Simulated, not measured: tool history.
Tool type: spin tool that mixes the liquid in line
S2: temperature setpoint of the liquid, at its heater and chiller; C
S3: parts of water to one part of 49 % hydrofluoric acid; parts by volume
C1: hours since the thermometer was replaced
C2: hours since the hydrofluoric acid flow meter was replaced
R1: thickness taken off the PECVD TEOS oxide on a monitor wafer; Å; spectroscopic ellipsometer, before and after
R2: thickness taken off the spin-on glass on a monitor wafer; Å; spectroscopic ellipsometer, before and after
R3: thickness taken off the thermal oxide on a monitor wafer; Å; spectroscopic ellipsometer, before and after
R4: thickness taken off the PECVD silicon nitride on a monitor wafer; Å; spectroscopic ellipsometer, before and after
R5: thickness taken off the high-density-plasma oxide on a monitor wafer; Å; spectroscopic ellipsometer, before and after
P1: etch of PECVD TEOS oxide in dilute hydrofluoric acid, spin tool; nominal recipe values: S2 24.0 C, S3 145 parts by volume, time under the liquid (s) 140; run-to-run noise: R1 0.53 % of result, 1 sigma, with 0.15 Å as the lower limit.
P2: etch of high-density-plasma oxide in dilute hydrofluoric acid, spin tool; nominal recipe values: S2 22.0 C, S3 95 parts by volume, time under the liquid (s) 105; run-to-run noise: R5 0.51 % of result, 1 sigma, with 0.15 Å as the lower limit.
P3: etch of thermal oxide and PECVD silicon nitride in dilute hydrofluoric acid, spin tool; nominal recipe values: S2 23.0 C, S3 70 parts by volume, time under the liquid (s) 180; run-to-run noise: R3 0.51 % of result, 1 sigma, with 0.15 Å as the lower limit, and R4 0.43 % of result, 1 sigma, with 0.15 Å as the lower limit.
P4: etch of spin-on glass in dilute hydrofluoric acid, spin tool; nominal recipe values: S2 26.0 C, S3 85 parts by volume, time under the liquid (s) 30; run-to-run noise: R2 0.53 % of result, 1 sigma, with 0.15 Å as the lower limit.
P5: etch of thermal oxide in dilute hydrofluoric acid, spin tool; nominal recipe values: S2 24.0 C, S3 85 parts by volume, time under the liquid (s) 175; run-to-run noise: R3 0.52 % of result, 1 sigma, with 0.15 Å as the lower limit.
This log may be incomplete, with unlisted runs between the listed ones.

{"run": 1, "hour": 8.2, "process that ran": "P1", "S2": 24.0, "S3": 145, "time under the liquid (s)": 140, "C1": 681.5, "C2": 396.0, "R1": 114.23}
{"run": 2, "hour": 17.2, "process that ran": "P4", "S2": 17.5, "S3": 85, "time under the liquid (s)": 30, "C1": 690.5, "C2": 405.0, "R2": 94.462}
{"run": 3, "hour": 27.6, "process that ran": "P1", "S2": 24.0, "S3": 145, "time under the liquid (s)": 140, "C1": 700.9, "C2": 415.4, "R1": 113.92}
{"run": 4, "hour": 33.7, "process that ran": "P5", "S2": 24.0, "S3": 85, "time under the liquid (s)": 175, "C1": 707.0, "C2": 421.5, "R3": 98.345}
{"run": 5, "hour": 46.7, "process that ran": "P1", "S2": 24.0, "S3": 145, "time under the liquid (s)": 140, "C1": 720.0, "C2": 434.5, "R1": 113.81}
{"run": 6, "hour": 55.2, "process that ran": "P3", "S2": 23.0, "S3": 35, "time under the liquid (s)": 180, "C1": 728.5, "C2": 443.0, "R3": 259.13, "R4": 105.54}
{"run": 7, "hour": 61.9, "process that ran": "P1", "S2": 31.5, "S3": 145, "time under the liquid (s)": 140, "C1": 735.2, "C2": 449.7, "R1": 150.32}
{"run": 8, "hour": 70.9, "process that ran": "P5", "S2": 24.0, "S3": 85, "time under the liquid (s)": 175, "C1": 744.2, "C2": 458.7, "R3": 98.822}
{"run": 9, "hour": 83.7, "process that ran": "P1", "S2": 24.0, "S3": 80, "time under the liquid (s)": 85, "C1": 757.0, "C2": 471.5, "R1": 134.68}
{"run": 10, "hour": 90.0, "process that ran": "P2", "S2": 22.0, "S3": 95, "time under the liquid (s)": 105, "C1": 763.3, "C2": 477.8, "R5": 86.521}
{"run": 11, "hour": 97.2, "process that ran": "P4", "S2": 26.0, "S3": 85, "time under the liquid (s)": 30, "C1": 770.5, "C2": 485.0, "R2": 134.36}
{"run": 12, "hour": 103.2, "process that ran": "P5", "S2": 29.5, "S3": 85, "time under the liquid (s)": 175, "C1": 776.5, "C2": 491.0, "R3": 122.45}
{"run": 13, "hour": 110.3, "process that ran": "P3", "S2": 23.0, "S3": 70, "time under the liquid (s)": 180, "C1": 783.6, "C2": 498.1, "R3": 122.21, "R4": 53.906}
{"run": 14, "hour": 117.0, "process that ran": "P1", "S2": 20.0, "S3": 145, "time under the liquid (s)": 140, "C1": 790.3, "C2": 504.8, "R1": 96.934}
{"run": 15, "hour": 130.7, "process that ran": "P2", "S2": 22.0, "S3": 95, "time under the liquid (s)": 35, "C1": 804.0, "C2": 518.5, "R5": 29.16}
{"run": 16, "hour": 143.5, "process that ran": "P1", "S2": 24.0, "S3": 145, "time under the liquid (s)": 140, "C1": 816.8, "C2": 531.3, "R1": 114.1}
{"run": 17, "hour": 153.8, "process that ran": "P1", "S2": 24.0, "S3": 145, "time under the liquid (s)": 275, "C1": 827.1, "C2": 541.6, "R1": 222.71}
{"run": 18, "hour": 164.3, "process that ran": "P4", "S2": 26.0, "S3": 55, "time under the liquid (s)": 30, "C1": 837.6, "C2": 552.1, "R2": 219.42}
{"run": 19, "hour": 175.9, "process that ran": "P2", "S2": 22.0, "S3": 35, "time under the liquid (s)": 105, "C1": 849.2, "C2": 563.7, "R5": 253.59}
{"run": 20, "hour": 183.9, "process that ran": "P5", "S2": 24.0, "S3": 30, "time under the liquid (s)": 175, "C1": 857.2, "C2": 571.7, "R3": 300.35}
{"run": 21, "hour": 195.7, "process that ran": "P4", "S2": 26.0, "S3": 85, "time under the liquid (s)": 30, "C1": 869.0, "C2": 583.5, "R2": 134.5}
{"run": 22, "hour": 207.5, "process that ran": "P3", "S2": 23.0, "S3": 70, "time under the liquid (s)": 45, "C1": 880.8, "C2": 595.3, "R3": 30.77, "R4": 13.571}
{"run": 23, "hour": 217.9, "process that ran": "P3", "S2": 23.0, "S3": 70, "time under the liquid (s)": 180, "C1": 891.2, "C2": 605.7, "R3": 121.82, "R4": 53.575}
{"run": 24, "hour": 225.1, "process that ran": "P1", "S2": 24.0, "S3": 60, "time under the liquid (s)": 140, "C1": 898.4, "C2": 612.9, "R1": 305.49}
{"run": 25, "hour": 236.6, "process that ran": "P3", "S2": 30.0, "S3": 70, "time under the liquid (s)": 180, "C1": 909.9, "C2": 624.4, "R3": 161.64, "R4": 85.263}
{"run": 26, "hour": 244.8, "process that ran": "P1", "S2": 24.0, "S3": 245, "time under the liquid (s)": 140, "C1": 918.1, "C2": 632.6, "R1": 59.983}
{"run": 27, "hour": 252.9, "process that ran": "P2", "S2": 28.5, "S3": 95, "time under the liquid (s)": 105, "C1": 926.2, "C2": 640.7, "R5": 113.12}
{"run": 28, "hour": 263.8, "process that ran": "P5", "S2": 24.0, "S3": 85, "time under the liquid (s)": 20, "C1": 937.1, "C2": 651.6, "R3": 11.088}

Expected results for the next run?
{"run": 29, "hour": 270.2, "process that ran": "P4", "S2": 26.0, "S3": 85, "time under the liquid (s)": 60, "C1": 943.5, "C2": 658.0, "R2": "?"}

R2: 269.810 Å
